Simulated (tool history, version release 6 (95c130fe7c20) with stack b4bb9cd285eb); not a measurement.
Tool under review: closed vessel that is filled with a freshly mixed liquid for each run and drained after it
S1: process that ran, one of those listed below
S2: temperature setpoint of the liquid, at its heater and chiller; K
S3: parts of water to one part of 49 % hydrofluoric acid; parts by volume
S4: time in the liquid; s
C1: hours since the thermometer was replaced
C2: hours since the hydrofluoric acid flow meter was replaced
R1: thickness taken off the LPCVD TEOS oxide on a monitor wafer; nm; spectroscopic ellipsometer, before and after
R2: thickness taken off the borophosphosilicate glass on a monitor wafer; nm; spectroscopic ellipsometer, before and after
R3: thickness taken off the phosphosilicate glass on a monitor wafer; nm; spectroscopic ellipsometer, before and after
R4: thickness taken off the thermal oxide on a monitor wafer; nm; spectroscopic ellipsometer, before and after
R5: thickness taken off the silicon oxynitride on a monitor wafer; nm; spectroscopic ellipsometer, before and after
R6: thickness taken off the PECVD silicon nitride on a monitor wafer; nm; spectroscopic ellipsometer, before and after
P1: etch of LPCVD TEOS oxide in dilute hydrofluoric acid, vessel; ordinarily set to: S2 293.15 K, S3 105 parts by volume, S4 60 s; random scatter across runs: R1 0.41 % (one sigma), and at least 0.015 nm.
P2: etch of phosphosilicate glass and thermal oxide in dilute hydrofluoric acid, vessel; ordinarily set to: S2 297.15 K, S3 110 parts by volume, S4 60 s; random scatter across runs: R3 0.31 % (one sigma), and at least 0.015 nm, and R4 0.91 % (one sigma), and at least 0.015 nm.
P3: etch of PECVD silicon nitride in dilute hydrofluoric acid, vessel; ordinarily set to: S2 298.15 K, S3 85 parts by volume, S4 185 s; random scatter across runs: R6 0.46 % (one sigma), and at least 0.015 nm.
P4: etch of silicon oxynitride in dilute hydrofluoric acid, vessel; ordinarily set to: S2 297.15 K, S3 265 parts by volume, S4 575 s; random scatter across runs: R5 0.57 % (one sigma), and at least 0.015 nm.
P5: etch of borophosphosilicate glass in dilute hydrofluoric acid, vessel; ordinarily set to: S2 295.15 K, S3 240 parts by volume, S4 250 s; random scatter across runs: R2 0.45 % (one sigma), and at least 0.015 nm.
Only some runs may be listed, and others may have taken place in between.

run 1 hour=11.6 | S1=P1 S2=293.15 S3=105 S4=60 | C1=220.3 C2=349.3 | R1=22.98
run 2 hour=22.8 | S1=P5 S2=290.15 S3=240 S4=250 | C1=231.5 C2=360.5 | R2=34.3
run 3 hour=34 | S1=P1 S2=293.15 S3=105 S4=35 | C1=242.7 C2=371.7 | R1=13.437
run 4 hour=41.7 | S1=P1 S2=290.15 S3=105 S4=35 | C1=250.4 C2=379.4 | R1=11.796
run 5 hour=51.9 | S1=P2 S2=297.15 S3=110 S4=120 | C1=260.6 C2=389.6 | R3=117.55 R4=5.0996
run 6 hour=58.3 | S1=P4 S2=297.15 S3=265 S4=575 | C1=267 C2=396 | R5=7.4775
run 7 hour=65.1 | S1=P3 S2=304.65 S3=85 S4=185 | C1=273.8 C2=402.8 | R6=10.481
run 8 hour=71.3 | S1=P1 S2=293.15 S3=105 S4=60 | C1=280 C2=409 | R1=23.181
run 9 hour=76.6 | S1=P4 S2=297.15 S3=460 S4=575 | C1=285.3 C2=414.3 | R5=3.8278
run 10 hour=83.3 | S1=P1 S2=293.15 S3=105 S4=60 | C1=292 C2=421 | R1=23.021
run 11 hour=93.2 | S1=P1 S2=293.15 S3=105 S4=60 | C1=301.9 C2=430.9 | R1=22.978
run 12 hour=104.3 | S1=P2 S2=297.15 S3=110 S4=60 | C1=313 C2=442 | R3=59.139 R4=2.5413
run 13 hour=114 | S1=P2 S2=297.15 S3=25 S4=60 | C1=322.7 C2=451.7 | R3=289.8 R4=12.528
run 14 hour=122.5 | S1=P4 S2=297.15 S3=265 S4=575 | C1=331.2 C2=460.2 | R5=7.4639
run 15 hour=130.4 | S1=P1 S2=290.15 S3=105 S4=60 | C1=339.1 C2=468.1 | R1=20.293
run 16 hour=138.9 | S1=P2 S2=297.15 S3=110 S4=60 | C1=347.6 C2=476.6 | R3=58.69 R4=2.5318
run 17 hour=146.4 | S1=P5 S2=295.15 S3=240 S4=250 | C1=355.1 C2=484.1 | R2=41.524
run 18 hour=155.5 | S1=P3 S2=298.15 S3=85 S4=30 | C1=364.2 C2=493.2 | R6=1.094
run 19 hour=163 | S1=P5 S2=295.15 S3=50 S4=250 | C1=371.7 C2=500.7 | R2=246.81
run 20 hour=174.1 | S1=P1 S2=298.65 S3=105 S4=60 | C1=382.8 C2=511.8 | R1=28.747
run 21 hour=185.2 | S1=P1 S2=293.15 S3=105 S4=90 | C1=393.9 C2=522.9 | R1=34.38
run 22 hour=193.4 | S1=P5 S2=295.15 S3=240 S4=385 | C1=402.1 C2=531.1 | R2=63.641
run 23 hour=202.3 | S1=P3 S2=298.15 S3=40 S4=185 | C1=411 C2=540 | R6=14.427
run 24 hour=210.5 | S1=P2 S2=290.15 S3=110 S4=60 | C1=419.2 C2=548.2 | R3=44.177 R4=1.8993
run 25 hour=216.1 | S1=P1 S2=293.15 S3=105 S4=60 | C1=424.8 C2=553.8 | R1=22.988
run 26 hour=227.1 | S1=P1 S2=293.15 S3=105 S4=60 | C1=435.8 C2=564.8 | R1=22.998
run 27 hour=236.8 | S1=P4 S2=302.15 S3=265 S4=575 | C1=445.5 C2=574.5 | R5=9.3021
run 28 hour=242.4 | S1=P4 S2=297.15 S3=265 S4=145 | C1=451.1 C2=580.1 | R5=1.8892
run 29 hour=247.8 | S1=P1 S2=293.15 S3=65 S4=60 | C1=456.5 C2=585.5 | R1=39.074
run 30 hour=253.6 | S1=P3 S2=298.15 S3=85 S4=185 | C1=462.3 C2=591.3 | R6=6.8941
run 31 hour=259 | S1=P1 S2=293.15 S3=185 S4=60 | C1=467.7 C2=596.7 | R1=11.945
run 32 hour=265.5 | S1=P1 S2=293.15 S3=105 S4=60 | C1=474.2 C2=603.2 | R1=23.171
run 33 hour=276.9 | S1=P1 S2=293.15 S3=105 S4=60 | C1=485.6 C2=614.6 | R1=22.913
run 34 hour=288.1 | S1=P1 S2=293.15 S3=105 S4=60 | C1=496.8 C2=625.8 | R1=22.328
run 35 hour=296.7 | S1=P1 S2=293.15 S3=105 S4=60 | C1=505.4 C2=634.4 | R1=21.879
run 36 hour=302.6 | S1=P1 S2=293.15 S3=105 S4=60 | C1=511.3 C2=640.3 | R1=21.935
run 37 hour=307.8 | S1=P1 S2=293.15 S3=105 S4=60 | C1=516.5 C2=645.5 | R1=21.866
run 38 hour=315.6 | S1=P1 S2=293.15 S3=105 S4=60 | C1=524.3 C2=653.3 | R1=21.627
run 39 hour=325 | S1=P1 S2=293.15 S3=105 S4=60 | C1=533.7 C2=662.7 | R1=21.577
run 40 hour=335 | S1=P1 S2=293.15 S3=105 S4=60 | C1=543.7 C2=672.7 | R1=21.672
run 41 hour=344.8 | S1=P1 S2=293.15 S3=105 S4=60 | C1=553.5 C2=682.5 | R1=21.514
run 42 hour=352.7 | S1=P1 S2=293.15 S3=105 S4=60 | C1=561.4 C2=690.4 | R1=21.537

What P1 gives has crept away from where it was. These 2 causes fit the log equally well, each at the size given:
A: hydrofluoric acid flow below the setpoint (%) = 5.93
B: liquid colder than its thermometer reads (K) = 1.66
At approximately hour 276.9, the process output began to creep.

Each of the 4 check runs below uses one wafer; its results are left as question marks. Which run tells the causes apart?
run check 1 hour=360.6 | S1=P4 S2=297.15 S3=340 S4=575 | R5=?
run check 2 hour=360.6 | S1=P2 S2=291.65 S3=110 S4=110 | R3=? R4=?
run check 3 hour=360.6 | S1=P5 S2=295.15 S3=105 S4=250 | R2=?
run check 4 hour=360.6 | S1=P3 S2=298.15 S3=40 S4=50 | R6=?

Expected result of each check under each candidate cause:
check=check_1 result=R5 if_A=5.1414 if_B=5.1693
check=check_2 result=R3 if_A=81.026 if_B=80.962
check=check_2 result=R4 if_A=3.4802 if_B=3.4775
check=check_3 result=R2 if_A=102.32 if_B=102.48
check=check_4 result=R6 if_A=3.6833 if_B=3.4942
Smallest distance between any two causes, each pair judged by its most separating result, in per cent: check 1 0.54 %; check 2 0.08 %; check 3 0.16 %; check 4 5.27 %
Of the check runs offered, only check 4 discriminates between the causes; the rest would read about the same regardless of which cause applies.

After running check 4, the following was obtained: R6 3.6433 nm. Which cause does this point to?

The correct cause is A, namely: hydrofluoric acid flow below the setpoint (%).
